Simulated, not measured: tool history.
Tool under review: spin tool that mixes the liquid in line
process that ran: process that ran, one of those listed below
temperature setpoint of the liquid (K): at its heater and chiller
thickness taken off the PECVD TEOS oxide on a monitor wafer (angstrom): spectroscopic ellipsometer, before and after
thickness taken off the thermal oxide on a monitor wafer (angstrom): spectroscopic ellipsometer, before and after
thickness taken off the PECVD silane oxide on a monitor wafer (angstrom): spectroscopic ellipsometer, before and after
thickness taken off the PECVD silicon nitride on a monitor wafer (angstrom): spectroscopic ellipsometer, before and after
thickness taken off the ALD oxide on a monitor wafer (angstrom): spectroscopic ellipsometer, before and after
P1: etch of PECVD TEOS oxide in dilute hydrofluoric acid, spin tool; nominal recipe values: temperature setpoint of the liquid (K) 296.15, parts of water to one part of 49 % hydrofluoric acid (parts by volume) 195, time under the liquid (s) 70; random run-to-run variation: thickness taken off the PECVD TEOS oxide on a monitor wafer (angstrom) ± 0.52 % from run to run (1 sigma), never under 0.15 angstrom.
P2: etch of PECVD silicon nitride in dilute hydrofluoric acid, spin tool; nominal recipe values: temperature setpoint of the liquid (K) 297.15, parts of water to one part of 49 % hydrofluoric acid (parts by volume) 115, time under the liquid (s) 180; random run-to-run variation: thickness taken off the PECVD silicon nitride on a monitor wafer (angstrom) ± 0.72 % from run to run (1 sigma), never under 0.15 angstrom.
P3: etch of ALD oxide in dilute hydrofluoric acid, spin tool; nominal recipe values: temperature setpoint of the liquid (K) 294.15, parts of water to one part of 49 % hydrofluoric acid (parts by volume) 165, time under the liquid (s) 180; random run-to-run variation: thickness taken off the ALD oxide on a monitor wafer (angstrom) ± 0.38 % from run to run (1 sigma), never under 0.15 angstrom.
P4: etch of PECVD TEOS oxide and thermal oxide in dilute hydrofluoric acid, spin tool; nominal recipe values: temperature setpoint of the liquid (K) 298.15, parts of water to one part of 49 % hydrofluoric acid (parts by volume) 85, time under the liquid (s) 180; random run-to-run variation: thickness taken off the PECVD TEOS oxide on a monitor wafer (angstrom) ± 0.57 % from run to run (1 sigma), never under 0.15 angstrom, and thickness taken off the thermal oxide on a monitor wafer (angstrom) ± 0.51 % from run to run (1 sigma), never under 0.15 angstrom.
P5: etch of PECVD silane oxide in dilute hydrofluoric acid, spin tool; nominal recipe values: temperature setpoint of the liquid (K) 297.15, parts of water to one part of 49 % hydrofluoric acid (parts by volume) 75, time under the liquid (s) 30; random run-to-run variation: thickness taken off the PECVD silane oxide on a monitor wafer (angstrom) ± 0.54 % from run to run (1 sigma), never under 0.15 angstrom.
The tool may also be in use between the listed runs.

run   hour  process that ran  temperature setpoint of the liquid (K)  parts of water to one part of 49 % hydrofluoric acid (parts by volume)  time under the liquid (s)  thickness taken off the PECVD TEOS oxide on a monitor wafer (angstrom)  thickness taken off the thermal oxide on a monitor wafer (angstrom)  thickness taken off the PECVD silane oxide on a monitor wafer (angstrom)  thickness taken off the PECVD silicon nitride on a monitor wafer (angstrom)  thickness taken off the ALD oxide on a monitor wafer (angstrom)
  1    8.0                P1                                  296.15                                                                     195                         70                                                                  75.861
  2   15.4                P1                                  301.15                                                                     195                        105                                                                 136.250
  3   23.9                P1                                  296.15                                                                     315                         95                                                                  56.786
  4   30.6                P4                                  298.15                                                                      85                        355                                                                 872.740                                                              218.890
  5   39.1                P1                                  296.15                                                                     315                         70                                                                  41.809
  6   44.0                P1                                  296.15                                                                     195                         70                                                                  75.958
  7   50.5                P5                                  297.15                                                                      75                         30                                                                                                                                                                                                                 88.670
  8   59.3                P5                                  297.15                                                                      75                         60                                                                                                                                                                                                                178.100
  9   64.9                P2                                  302.15                                                                     115                        180                                                                                                                                                                                                                                                                                              49.636
 10   72.8                P2                                  297.15                                                                     115                        180                                                                                                                                                                                                                                                                                              35.719
 11   77.2                P5                                  297.15                                                                     125                         30                                                                                                                                                                                                                 50.062
 12   83.7                P1                                  296.15                                                                     195                         70                                                                  76.607
 13   91.0                P3                                  302.15                                                                     165                        180                                                                                                                                                                                                                                                                                                                                                               319.64
 14   98.8                P3                                  294.15                                                                     165                        275                                                                                                                                                                                                                                                                                                                                                               364.51
 15  106.2                P1                                  296.15                                                                     195                        125                                                                 135.800
 16  114.3                P1                                  301.15                                                                     195                         70                                                                  91.473
 17  120.7                P5                                  293.15                                                                      75                         30                                                                                                                                                                                                                 75.014
 18  127.7                P1                                  296.15                                                                     195                         70                                                                  76.198
 19  131.9                P2                                  297.15                                                                      60                        180                                                                                                                                                                                                                                                                                              68.197
 20  138.2                P1                                  296.15                                                                     195                         70                                                                  75.999
 21  146.8                P3                                  294.15                                                                     165                        180                                                                                                                                                                                                                                                                                                                                                               238.27
 22  152.3                P1                                  296.15                                                                     195                         70                                                                  76.004
 23  159.4                P1                                  296.15                                                                     195                         35                                                                  37.967
 24  167.0                P4                                  298.15                                                                     150                        180                                                                 232.460                                                               58.829
 25  175.2                P2                                  297.15                                                                     115                         25                                                                                                                                                                                                                                                                                               5.058
 26  180.5                P4                                  304.15                                                                      85                        180                                                                 561.400                                                              141.400
 27  185.1                P1                                  296.15                                                                      70                         70                                                                 245.050
 28  194.1                P4                                  298.15                                                                      85                        180                                                                 440.550                                                              111.890
 29  202.5                P3                                  294.15                                                                     230                        180                                                                                                                                                                                                                                                                                                                                                               160.51
 30  209.0                P1                                  300.15                                                                     115                         70                                                                 163.220
 31  217.1                P5                                  297.15                                                                      75                         30                                                                                                                                                                                                                 88.924
 32  224.9                P1                                  292.15                                                                     195                         70                                                                  65.783
 33  231.3                P1                                  296.15                                                                     195                         70                                                                  75.833
 34  240.2                P1                                  296.15                                                                     195                         70                                                                  74.025
 35  245.1                P1                                  296.15                                                                     195                         70                                                                  73.102
 36  253.6                P1                                  296.15                                                                     195                         70                                                                  71.511
 37  258.3                P1                                  296.15                                                                     195                         70                                                                  71.667
 38  263.4                P1                                  296.15                                                                     195                         70                                                                  72.065
 39  268.3                P1                                  296.15                                                                     195                         70                                                                  71.000
 40  273.5                P1                                  296.15                                                                     195                         70                                                                  70.571
 41  281.5                P1                                  296.15                                                                     195                         70                                                                  70.233
 42  286.8                P1                                  296.15                                                                     195                         70                                                                  70.892
 43  294.1                P1                                  296.15                                                                     195                         70                                                                  71.151

The output of P1 has drifted from where it used to be. Each of the 2 causes below, taken at the size shown beside it, accounts for the log equally well:
A: liquid colder than its thermometer reads (K) = 1.94
B: hydrofluoric acid flow below the setpoint (%) = 5.88
The gradual shift began around hour 231.3.

Which of the check runs below tells the causes apart, meaning the causes would give it clearly different results? Each run uses 2 wafers whose results are averaged, and each result is shown as a question mark.
check 1  301.4                P2                                  302.15                                                                     115                        110                                                                                                                                                                                                                                                                                                   ?
check 2  301.4                P4                                  298.15                                                                     150                        295                                                                       ?                                                                    ?
check 3  301.4                P3                                  300.15                                                                     165                        180                                                                                                                                                                                                                                                                                                                                                                    ?
check 4  301.4                P5                                  297.15                                                                     105                         55                                                                                                                                                                                                                      ?

Predicted outcomes, by check and by cause:
  check                                                                       result     if A     if B
check 1  thickness taken off the PECVD silicon nitride on a monitor wafer (angstrom)   26.743   28.451
check 2       thickness taken off the PECVD TEOS oxide on a monitor wafer (angstrom)  352.210  353.150
check 2          thickness taken off the thermal oxide on a monitor wafer (angstrom)   88.890   89.126
check 3              thickness taken off the ALD oxide on a monitor wafer (angstrom)   278.47   278.18
check 4     thickness taken off the PECVD silane oxide on a monitor wafer (angstrom)  103.500  104.400
Per-check spread between the two closest causes, in the result where they differ most: check 1 6.19 %; check 2 0.27 %; check 3 0.1 %; check 4 0.87 %
Only check 1 tells the causes apart: in the others they would give nearly the same result.

With check 1 done, the readings were: thickness taken off the PECVD silicon nitride on a monitor wafer (angstrom) 28.359. Identify which of the listed causes applies.

It is B: hydrofluoric acid flow below the setpoint (%).
